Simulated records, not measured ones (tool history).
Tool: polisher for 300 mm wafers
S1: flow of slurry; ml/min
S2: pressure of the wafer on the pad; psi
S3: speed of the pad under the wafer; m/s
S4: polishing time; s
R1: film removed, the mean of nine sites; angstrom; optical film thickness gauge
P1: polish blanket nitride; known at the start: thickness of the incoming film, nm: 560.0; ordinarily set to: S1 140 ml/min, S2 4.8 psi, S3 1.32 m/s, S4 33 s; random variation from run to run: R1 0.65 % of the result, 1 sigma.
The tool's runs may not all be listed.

{"run": 1, "hour": 4.8, "S1": 140, "S2": 4.8, "S3": 1.32, "S4": 33, "R1": 863.46}
{"run": 2, "hour": 9.2, "S1": 140, "S2": 4.8, "S3": 1.32, "S4": 33, "R1": 856.76}
{"run": 3, "hour": 13.8, "S1": 140, "S2": 4.8, "S3": 1.32, "S4": 33, "R1": 850.35}
{"run": 4, "hour": 17.0, "S1": 140, "S2": 4.8, "S3": 0.6, "S4": 33, "R1": 458.02}
{"run": 5, "hour": 23.5, "S1": 140, "S2": 7.5, "S3": 1.32, "S4": 50, "R1": 2019.6}
{"run": 6, "hour": 29.3, "S1": 140, "S2": 4.8, "S3": 1.74, "S4": 33, "R1": 1067.7}
{"run": 7, "hour": 35.9, "S1": 140, "S2": 4.8, "S3": 1.32, "S4": 49, "R1": 1257.9}
{"hour": 37.0, "done": "worn pad replaced by a new one"}
{"run": 8, "hour": 40.8, "S1": 140, "S2": 4.8, "S3": 1.32, "S4": 33, "R1": 851.45}
{"run": 9, "hour": 44.1, "S1": 140, "S2": 2.3, "S3": 1.32, "S4": 33, "R1": 410.37}
{"run": 10, "hour": 50.9, "S1": 85, "S2": 4.8, "S3": 1.32, "S4": 33, "R1": 757.49}
{"run": 11, "hour": 56.7, "S1": 140, "S2": 7.6, "S3": 1.32, "S4": 33, "R1": 1345.8}
{"run": 12, "hour": 60.0, "S1": 180, "S2": 4.8, "S3": 1.32, "S4": 33, "R1": 894.65}
{"run": 13, "hour": 64.1, "S1": 140, "S2": 4.8, "S3": 1.32, "S4": 33, "R1": 852.92}
{"run": 14, "hour": 67.2, "S1": 140, "S2": 4.8, "S3": 0.6, "S4": 25, "R1": 343.81}
{"run": 15, "hour": 72.1, "S1": 140, "S2": 4.8, "S3": 1.32, "S4": 18, "R1": 463.76}
{"run": 16, "hour": 78.8, "S1": 140, "S2": 4.8, "S3": 1.32, "S4": 33, "R1": 856.18}
{"run": 17, "hour": 83.0, "S1": 140, "S2": 4.8, "S3": 1.32, "S4": 33, "R1": 831.44}
{"run": 18, "hour": 87.3, "S1": 140, "S2": 4.8, "S3": 1.32, "S4": 33, "R1": 818.66}
{"run": 19, "hour": 94.2, "S1": 140, "S2": 4.8, "S3": 1.32, "S4": 33, "R1": 802.57}
{"run": 20, "hour": 98.6, "S1": 140, "S2": 4.8, "S3": 1.32, "S4": 33, "R1": 793.21}

What does the tool deliver on the next run?
{"run": 21, "hour": 102.4, "S1": 140, "S2": 4.8, "S3": 1.32, "S4": 33, "R1": "?"}

{"run 21": {"R1": 816.75}}

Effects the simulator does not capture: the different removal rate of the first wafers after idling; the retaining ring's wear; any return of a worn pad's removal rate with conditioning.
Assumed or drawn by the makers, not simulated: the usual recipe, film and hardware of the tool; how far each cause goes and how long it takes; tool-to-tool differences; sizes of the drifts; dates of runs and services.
